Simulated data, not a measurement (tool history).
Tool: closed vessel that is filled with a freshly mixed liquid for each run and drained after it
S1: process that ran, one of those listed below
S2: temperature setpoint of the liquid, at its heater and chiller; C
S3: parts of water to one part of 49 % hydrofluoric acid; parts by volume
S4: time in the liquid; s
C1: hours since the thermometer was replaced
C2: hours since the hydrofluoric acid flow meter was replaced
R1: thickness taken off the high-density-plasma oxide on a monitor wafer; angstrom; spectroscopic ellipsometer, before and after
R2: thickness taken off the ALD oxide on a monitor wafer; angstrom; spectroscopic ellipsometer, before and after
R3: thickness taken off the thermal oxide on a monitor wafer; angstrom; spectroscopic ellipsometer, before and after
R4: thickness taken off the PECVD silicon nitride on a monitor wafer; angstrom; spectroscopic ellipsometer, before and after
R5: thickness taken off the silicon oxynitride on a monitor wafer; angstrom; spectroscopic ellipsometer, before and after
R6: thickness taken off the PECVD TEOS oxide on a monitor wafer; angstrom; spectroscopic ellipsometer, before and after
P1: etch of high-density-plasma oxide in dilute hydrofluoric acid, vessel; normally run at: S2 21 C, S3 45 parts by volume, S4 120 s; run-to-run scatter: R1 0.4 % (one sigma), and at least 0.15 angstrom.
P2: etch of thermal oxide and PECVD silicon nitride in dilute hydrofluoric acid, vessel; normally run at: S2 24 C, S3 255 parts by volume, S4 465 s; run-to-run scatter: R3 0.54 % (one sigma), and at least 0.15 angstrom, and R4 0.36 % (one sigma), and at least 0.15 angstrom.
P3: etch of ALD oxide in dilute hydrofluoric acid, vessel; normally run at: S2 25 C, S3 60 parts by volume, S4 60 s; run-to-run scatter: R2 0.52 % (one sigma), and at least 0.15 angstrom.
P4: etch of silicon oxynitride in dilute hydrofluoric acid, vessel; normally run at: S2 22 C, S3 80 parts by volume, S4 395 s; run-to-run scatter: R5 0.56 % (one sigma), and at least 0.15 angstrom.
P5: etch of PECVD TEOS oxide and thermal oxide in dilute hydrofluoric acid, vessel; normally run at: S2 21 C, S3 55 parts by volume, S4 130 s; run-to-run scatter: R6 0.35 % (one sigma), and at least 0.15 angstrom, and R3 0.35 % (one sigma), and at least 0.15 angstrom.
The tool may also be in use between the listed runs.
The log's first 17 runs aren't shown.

| run | day | S1 | S2 | S3 | S4 | C1 | C2 | R1 | R2 | R3 | R4 | R5 | R6 |
|---|---|---|---|---|---|---|---|---|---|---|---|---|---|
| 18 | 8.217 | P1 | 21 | 45 | 65 | 911.5 | 1337.1 | 84.54 |  |  |  |  |  |
| 19 | 8.779 | P3 | 25 | 60 | 110 | 925 | 1350.6 |  | 584.02 |  |  |  |  |
| 20 | 9.404 | P5 | 24.5 | 55 | 130 | 940 | 1365.6 |  |  | 119.34 |  |  | 316.57 |
| 21 | 9.812 | P2 | 24 | 155 | 465 | 949.8 | 1375.4 |  |  | 127.77 | 169.1 |  |  |
| 22 | 10.204 | P5 | 21 | 30 | 130 | 959.2 | 1384.8 |  |  | 194.37 |  |  | 516.13 |
| 23 | 10.608 | P2 | 24 | 255 | 900 | 968.9 | 1394.5 |  |  | 135.94 | 200.03 |  |  |
| 24 | 11.079 | P1 | 21 | 70 | 120 | 980.2 | 1405.8 | 96.994 |  |  |  |  |  |
| 25 | 11.746 | P1 | 21 | 45 | 120 | 996.2 | 1421.8 | 155.81 |  |  |  |  |  |
| 26 | 12.146 | P4 | 28.5 | 80 | 395 | 1005.8 | 1431.4 |  |  |  |  | 283.5 |  |
| 27 | 12.483 | P1 | 28.5 | 45 | 120 | 1013.9 | 1439.5 | 213.4 |  |  |  |  |  |
| 28 | 13.167 | P3 | 25 | 30 | 60 | 1030.3 | 1455.9 |  | 671.41 |  |  |  |  |

Forecast run 29:
| 29 | 13.804 | P1 | 21 | 45 | 120 | 1045.6 | 1471.2 | ? |  |  |  |  |  |

{"run 29": {"R1": 155.77}}

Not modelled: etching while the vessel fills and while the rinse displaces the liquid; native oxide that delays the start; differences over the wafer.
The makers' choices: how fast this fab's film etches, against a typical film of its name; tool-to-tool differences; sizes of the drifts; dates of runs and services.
